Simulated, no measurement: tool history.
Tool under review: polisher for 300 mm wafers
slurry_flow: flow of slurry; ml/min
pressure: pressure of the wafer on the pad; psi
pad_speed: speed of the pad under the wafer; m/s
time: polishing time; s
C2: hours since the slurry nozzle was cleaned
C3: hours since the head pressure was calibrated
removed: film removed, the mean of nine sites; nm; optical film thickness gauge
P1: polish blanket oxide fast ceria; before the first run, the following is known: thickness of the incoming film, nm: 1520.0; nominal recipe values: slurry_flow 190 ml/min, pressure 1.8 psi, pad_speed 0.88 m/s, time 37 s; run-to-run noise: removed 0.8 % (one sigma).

Run 1, day 0.417: slurry_flow 190 ml/min, pressure 1.8 psi, pad_speed 0.88 m/s, time 37 s; wafers polished on this pad 816; C2 42.7; C3 204.8. Result: removed 278.55 nm.
Run 2, day 1.046: slurry_flow 190 ml/min, pressure 1.8 psi, pad_speed 0.88 m/s, time 37 s; wafers polished on this pad 945; C2 57.8; C3 219.9. Result: removed 278.31 nm.
Run 3, day 1.488: slurry_flow 190 ml/min, pressure 1.8 psi, pad_speed 0.88 m/s, time 37 s; wafers polished on this pad 1036; C2 68.4; C3 230.5. Result: removed 278.51 nm.
Run 4, day 2.092: slurry_flow 260 ml/min, pressure 1.8 psi, pad_speed 0.88 m/s, time 20 s; wafers polished on this pad 1160; C2 82.9; C3 245.0. Result: removed 155.59 nm.
At day 2.125: slurry nozzle cleaned.
Run 5, day 2.567: slurry_flow 190 ml/min, pressure 1.2 psi, pad_speed 0.88 m/s, time 37 s; wafers polished on this pad 1257; C2 10.6; C3 256.4. Result: removed 185.80 nm.
Run 6, day 3.108: slurry_flow 275 ml/min, pressure 1.8 psi, pad_speed 0.88 m/s, time 37 s; wafers polished on this pad 1368; C2 23.6; C3 269.4. Result: removed 286.68 nm.
Run 7, day 3.804: slurry_flow 190 ml/min, pressure 1.8 psi, pad_speed 0.88 m/s, time 37 s; wafers polished on this pad 1511; C2 40.3; C3 286.1. Result: removed 276.91 nm.
Run 8, day 4.312: slurry_flow 255 ml/min, pressure 1.8 psi, pad_speed 1.24 m/s, time 37 s; wafers polished on this pad 1615; C2 52.5; C3 298.3. Result: removed 407.73 nm.
Run 9, day 4.996: slurry_flow 190 ml/min, pressure 1.8 psi, pad_speed 0.88 m/s, time 17 s; wafers polished on this pad 1756; C2 68.9; C3 314.7. Result: removed 130.14 nm.
Run 10, day 5.717: slurry_flow 115 ml/min, pressure 1.8 psi, pad_speed 0.88 m/s, time 37 s; wafers polished on this pad 1904; C2 86.2; C3 332.0. Result: removed 253.14 nm.
Run 11, day 6.146: slurry_flow 190 ml/min, pressure 1.8 psi, pad_speed 0.40 m/s, time 37 s; wafers polished on this pad 1992; C2 96.5; C3 342.3. Result: removed 126.29 nm.
Run 12, day 6.496: slurry_flow 190 ml/min, pressure 1.8 psi, pad_speed 0.88 m/s, time 52 s; wafers polished on this pad 2063; C2 104.9; C3 350.7. Result: removed 389.84 nm.
Run 13, day 7.162: slurry_flow 190 ml/min, pressure 2.3 psi, pad_speed 0.88 m/s, time 37 s; wafers polished on this pad 2200; C2 120.9; C3 366.7. Result: removed 360.21 nm.
Run 14, day 7.846: slurry_flow 190 ml/min, pressure 1.8 psi, pad_speed 1.36 m/s, time 37 s; wafers polished on this pad 2340; C2 137.3; C3 383.1. Result: removed 430.63 nm.
Run 15, day 8.542: slurry_flow 190 ml/min, pressure 1.8 psi, pad_speed 0.88 m/s, time 37 s; wafers polished on this pad 2483; C2 154.0; C3 399.8. Result: removed 277.24 nm.
Run 16, day 8.908: slurry_flow 190 ml/min, pressure 1.8 psi, pad_speed 0.88 m/s, time 37 s; wafers polished on this pad 2558; C2 162.8; C3 408.6. Result: removed 274.63 nm.
Run 17, day 9.258: slurry_flow 190 ml/min, pressure 1.8 psi, pad_speed 0.88 m/s, time 37 s; wafers polished on this pad 2630; C2 171.2; C3 417.0. Result: removed 271.88 nm.
Run 18, day 9.621: slurry_flow 190 ml/min, pressure 1.8 psi, pad_speed 0.88 m/s, time 37 s; wafers polished on this pad 2705; C2 179.9; C3 425.7. Result: removed 271.57 nm.

Predict the results of run 19:
Run 19, day 10.021: slurry_flow 190 ml/min, pressure 1.8 psi, pad_speed 0.88 m/s, time 37 s; wafers polished on this pad 2787; C2 189.5; C3 435.3. Result: removed ?.

Run 19 gave removed 265.91 nm.

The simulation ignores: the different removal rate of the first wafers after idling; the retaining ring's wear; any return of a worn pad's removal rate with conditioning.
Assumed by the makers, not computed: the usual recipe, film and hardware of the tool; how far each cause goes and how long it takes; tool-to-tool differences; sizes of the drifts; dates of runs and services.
